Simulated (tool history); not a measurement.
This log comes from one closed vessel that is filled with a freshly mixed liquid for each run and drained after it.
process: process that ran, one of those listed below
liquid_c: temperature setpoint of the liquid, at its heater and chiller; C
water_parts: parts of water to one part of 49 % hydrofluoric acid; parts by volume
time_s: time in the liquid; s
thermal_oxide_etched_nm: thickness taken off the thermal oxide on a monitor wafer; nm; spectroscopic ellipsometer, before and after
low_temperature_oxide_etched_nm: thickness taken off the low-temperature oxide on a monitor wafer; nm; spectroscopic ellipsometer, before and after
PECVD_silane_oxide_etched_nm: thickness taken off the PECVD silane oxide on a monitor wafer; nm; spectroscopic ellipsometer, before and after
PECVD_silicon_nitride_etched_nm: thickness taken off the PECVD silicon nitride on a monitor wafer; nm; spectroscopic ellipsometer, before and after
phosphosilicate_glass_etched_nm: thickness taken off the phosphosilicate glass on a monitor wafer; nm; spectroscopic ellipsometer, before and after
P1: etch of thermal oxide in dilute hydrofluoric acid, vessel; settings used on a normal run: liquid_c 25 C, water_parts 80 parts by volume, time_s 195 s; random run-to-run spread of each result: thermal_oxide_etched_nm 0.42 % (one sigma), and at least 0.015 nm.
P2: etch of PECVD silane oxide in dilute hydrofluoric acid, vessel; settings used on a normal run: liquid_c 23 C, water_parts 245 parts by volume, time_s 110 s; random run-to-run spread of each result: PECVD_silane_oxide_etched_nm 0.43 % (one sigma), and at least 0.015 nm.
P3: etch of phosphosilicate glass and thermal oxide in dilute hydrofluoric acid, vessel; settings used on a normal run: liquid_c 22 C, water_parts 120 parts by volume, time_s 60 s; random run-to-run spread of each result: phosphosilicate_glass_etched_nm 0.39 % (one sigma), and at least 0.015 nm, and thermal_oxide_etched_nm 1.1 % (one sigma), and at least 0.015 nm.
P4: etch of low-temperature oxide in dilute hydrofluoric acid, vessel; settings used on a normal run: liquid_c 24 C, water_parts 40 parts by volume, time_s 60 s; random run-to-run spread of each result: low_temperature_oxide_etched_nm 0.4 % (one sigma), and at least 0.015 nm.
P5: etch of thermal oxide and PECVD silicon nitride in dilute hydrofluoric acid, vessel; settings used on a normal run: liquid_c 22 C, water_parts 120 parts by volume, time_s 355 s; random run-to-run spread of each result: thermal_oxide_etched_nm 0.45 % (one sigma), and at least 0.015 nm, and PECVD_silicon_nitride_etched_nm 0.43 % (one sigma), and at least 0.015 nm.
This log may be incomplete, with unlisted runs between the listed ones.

run   hour  process  liquid_c  water_parts  time_s  thermal_oxide_etched_nm  low_temperature_oxide_etched_nm  PECVD_silane_oxide_etched_nm  PECVD_silicon_nitride_etched_nm  phosphosilicate_glass_etched_nm
  1    6.5       P1        25           80     195                   12.215
  2   12.7       P1      17.5           80     195                   8.8979
  3   23.5       P4        24           40      60                                                     57.28
  4   35.8       P2        23          245      30                                                                                  1.4883
  5   44.7       P1        25          110     195                   8.4413
  6   53.4       P1        25           45     195                   22.459
  7   61.4       P1        29           80     195                   14.151
  8     70       P4        24           40      60                                                    57.866
  9   79.3       P2        23          435     110                                                                                  2.5733
 10     86       P2        23          245     110                                                                                  5.5033
 11     95       P4        24           40     105                                                    100.89
 12  103.6       P5        22          120     170                   6.0266                                                                                          6.9721
 13  115.8       P3      18.5          120      60                   1.9528                                                                                                                           74.585
 14    125       P1        25           80     195                   12.124
 15  134.5       P3        22          120      30                   1.1536                                                                                                                           43.074
 16  144.8       P1        25           80      55                   3.4225
 17  158.1       P5        22          190     355                   7.4394                                                                                          9.3596
 18  171.4       P5        22          120     355                   12.688                                                                                          14.682
 19  183.9       P4        24           20      60                                                    118.25
 20  192.9       P1        25           80     195                   11.977
 21  205.1       P1        25           80     295                   18.388
 22  216.1       P1        25           80     195                   12.172
 23  224.6       P5        28          120     355                    15.95                                                                                          21.523
 24  231.7       P1        25           40     280                   36.479
 25  244.3       P2        17          245     110                                                                                   4.361
 26  251.3       P3        22           30      60                   10.047                                                                                                                           387.06
 27  264.9       P4        31           40      60                                                    76.415
 28  277.3       P1        25           80     195                   12.146
 29  288.9       P3        22          120      60                   2.2884                                                                                                                           85.992
 30  300.3       P3        22          120      60                   2.2296                                                                                                                           86.498
 31  307.4       P1        25           80     195                   12.047
 32  317.6       P1        25           80     195                   12.434
 33  325.6       P1        25           80     195                   12.658
 34  332.3       P1        25           80     195                   12.828
 35  345.7       P1        25           80     195                   12.933
 36  355.5       P1        25           80     195                   13.097
 37  364.5       P1        25           80     195                   13.135
 38  371.2       P1        25           80     195                   13.203
 39  381.1       P1        25           80     195                   13.177
 40  388.6       P1        25           80     195                   13.172
 41  402.2       P1        25           80     195                   13.239

Something has made what P1 gives creep away from where it was; the 2 causes below, each at its own stated size, fit the log equally well:
A: hydrofluoric acid flow above the setpoint (%) = 8.47
B: liquid hotter than its thermometer reads (K) = 2.27
The process output started creeping at around hour 307.4.

Question marks stand in for the results of the 4 check runs listed below, each run on one wafer. Under which run would the listed causes show clearly different results?
check 1  415.8       P2        18          245     110                                                                                       ?
check 2  415.8       P4        30           40      60                                                         ?
check 3  415.8       P3        22           40      30                        ?                                                                                                                                ?
check 4  415.8       P5        27          185     355                        ?                                                                                               ?

How each check would come out, cause by cause:
  check                           result    if A    if B
check 1     PECVD_silane_oxide_etched_nm  4.9987  4.9375
check 2  low_temperature_oxide_etched_nm  79.993  80.239
check 3          thermal_oxide_etched_nm   4.092  4.1316
check 3  phosphosilicate_glass_etched_nm   155.6   157.1
check 4          thermal_oxide_etched_nm  10.164  9.9888
check 4  PECVD_silicon_nitride_etched_nm  14.277  15.121
Gap, in per cent, between the two causes that each check separates least, read from the result that separates them most: check 1 1.23 %; check 2 0.31 %; check 3 0.96 %; check 4 5.74 %
Of the check runs offered, only check 4 discriminates between the causes; the rest would read about the same regardless of which cause applies.

Then check 4 was run and gave: thermal_oxide_etched_nm 10.064 nm; PECVD_silicon_nitride_etched_nm 15.113 nm. Which cause is it?

It is B: liquid hotter than its thermometer reads (K).
